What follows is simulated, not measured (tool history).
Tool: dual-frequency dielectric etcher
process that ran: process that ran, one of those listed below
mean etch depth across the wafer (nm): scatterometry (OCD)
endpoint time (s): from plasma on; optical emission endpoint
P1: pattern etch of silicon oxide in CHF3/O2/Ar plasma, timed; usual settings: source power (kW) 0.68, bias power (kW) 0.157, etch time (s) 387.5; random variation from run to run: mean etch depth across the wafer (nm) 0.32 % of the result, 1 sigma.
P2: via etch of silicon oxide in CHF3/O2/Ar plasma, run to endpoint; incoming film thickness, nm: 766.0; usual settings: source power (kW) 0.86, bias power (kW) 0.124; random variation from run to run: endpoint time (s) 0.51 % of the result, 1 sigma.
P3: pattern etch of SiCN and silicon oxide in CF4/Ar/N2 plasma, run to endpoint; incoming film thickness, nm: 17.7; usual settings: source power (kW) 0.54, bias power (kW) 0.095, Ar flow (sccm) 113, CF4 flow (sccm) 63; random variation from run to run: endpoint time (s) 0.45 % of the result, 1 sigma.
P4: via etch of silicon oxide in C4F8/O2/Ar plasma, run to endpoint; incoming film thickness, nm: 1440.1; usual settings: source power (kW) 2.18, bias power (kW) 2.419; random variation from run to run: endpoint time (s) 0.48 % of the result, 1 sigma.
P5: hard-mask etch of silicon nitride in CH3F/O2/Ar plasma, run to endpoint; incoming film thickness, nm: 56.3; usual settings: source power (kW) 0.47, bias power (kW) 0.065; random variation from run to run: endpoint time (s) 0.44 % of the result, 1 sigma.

run,hour,process that ran,source power (kW),bias power (kW),etch time (s),Ar flow (sccm),CF4 flow (sccm),hours since the last wet clean,hours since the last source power generator calibration,hours since the last bias power generator calibration,mean etch depth across the wafer (nm),endpoint time (s)
1,6.3,P1,0.68,0.157,387.5,,,454.4,450.1,1629.4,776.25,
2,15.8,P5,0.63,0.065,,,,463.9,459.6,1638.9,,73.265
3,25.8,P3,0.54,0.095,,113,88,473.9,469.6,1648.9,,16.182
4,38.6,P3,0.54,0.095,,113,63,486.7,482.4,1661.7,,16.896
5,49.2,P1,0.68,0.157,387.5,,,497.3,493,1672.3,770.76,
# hour 57.9: bias power generator calibrated
6,57.9,P2,1.2,0.124,,,,506,501.7,0.1,,333.06
7,63.7,P1,0.68,0.157,228,,,511.8,507.5,5.9,453.11,
8,73.8,P1,0.91,0.157,477,,,521.9,517.6,16,1062.1,
9,83.1,P3,0.54,0.062,,113,63,531.2,526.9,25.3,,19.578
10,94.5,P1,0.86,0.189,387.5,,,542.6,538.3,36.7,892.1,
11,107.1,P2,0.86,0.124,,,,555.2,550.9,49.3,,379.46
12,115.8,P3,0.54,0.095,,73,63,563.9,559.6,58,,15.858
13,121.7,P1,0.68,0.157,387.5,,,569.8,565.5,63.9,774.42,
14,131.8,P1,0.68,0.112,387.5,,,579.9,575.6,74,695.09,
15,139.9,P4,3.03,2.419,,,,588,583.7,82.1,,225.66
16,147.6,P1,0.68,0.157,387.5,,,595.7,591.4,89.8,772.6,
17,156,P1,0.44,0.157,275,,,604.1,599.8,98.2,461.13,
18,162,P3,0.69,0.095,,113,63,610.1,605.8,104.2,,13.628
19,174,P1,0.94,0.157,387.5,,,622.1,617.8,116.2,874.74,
20,185.8,P1,0.68,0.157,520,,,633.9,629.6,128,1036.2,
21,192.2,P2,0.86,0.124,,,,640.3,636,134.4,,379.37
22,197.9,P2,0.86,0.163,,,,646,641.7,140.1,,350.49
23,208.6,P4,2.18,2.419,,,,656.7,652.4,150.8,,258.52
24,217,P1,0.52,0.157,387.5,,,665.1,660.8,159.2,697.72,
25,224.3,P4,2.18,2.929,,,,672.4,668.1,166.5,,242.51
26,234.2,P5,0.47,0.085,,,,682.3,678,176.4,,74.736
27,242,P1,0.68,0.217,387.5,,,690.1,685.8,184.2,858.41,
28,251.2,P5,0.47,0.065,,,,699.3,695,193.4,,82.239
29,262.5,P5,0.47,0.065,,,,710.6,706.3,204.7,,82.67
30,270.3,P1,0.68,0.157,387.5,,,718.4,714.1,212.5,774.26,
31,282.9,P1,0.68,0.157,387.5,,,731,726.7,225.1,767.49,
32,293.7,P1,0.68,0.157,387.5,,,741.8,737.5,235.9,762.24,
33,301.3,P1,0.68,0.157,387.5,,,749.4,745.1,243.5,763.05,
34,307.7,P1,0.68,0.157,387.5,,,755.8,751.5,249.9,761.92,
# hour 310.3: wet clean of the chamber
35,314.5,P1,0.68,0.157,387.5,,,4.3,758.3,256.7,762.09,
36,321.3,P1,0.68,0.157,387.5,,,11.1,765.1,263.5,760.87,
37,332.6,P1,0.68,0.157,387.5,,,22.4,776.4,274.8,758.71,
38,339.2,P1,0.68,0.157,387.5,,,29,783,281.4,757.39,
39,346.2,P1,0.68,0.157,387.5,,,36,790,288.4,756.96,

What P1 gives has crept away from where it was. These 2 causes fit the log equally well, each at the size given:
A: bias power that arrives under what is set, % = 4.91
B: source power that arrives under what is set, % = 4.11
The creep began at about hour 270.3.
Why every other cause is out:
chamber walls in a state that lowers the etch rate, %: serviced at hour 310.3, which brought nothing back

4 check runs are offered, each on 3 wafers whose results are averaged, their results left as question marks. Which one tells the causes apart?
check 1,353.2,P4,2.87,2.419,,,,,,,,?
check 2,353.2,P3,0.68,0.063,,113,63,,,,,?
check 3,353.2,P2,1.02,0.155,,,,,,,,?
check 4,353.2,P5,0.62,0.077,,,,,,,,?

What each check would give under each cause:
check,result,if A,if B
check 1,endpoint time (s),234.24,234.75
check 2,endpoint time (s),16.173,16.511
check 3,endpoint time (s),337.83,338.08
check 4,endpoint time (s),71.231,71.173
How far apart the two closest causes lie, in the result that separates them most: check 1 0.22 %; check 2 2.07 %; check 3 0.07 %; check 4 0.08 %
Only check 2 tells the causes apart: in the others they would give nearly the same result.

Then check 2 was run and gave: endpoint time (s) 16.229. Which cause is it?

It is A: bias power that arrives under what is set, %.
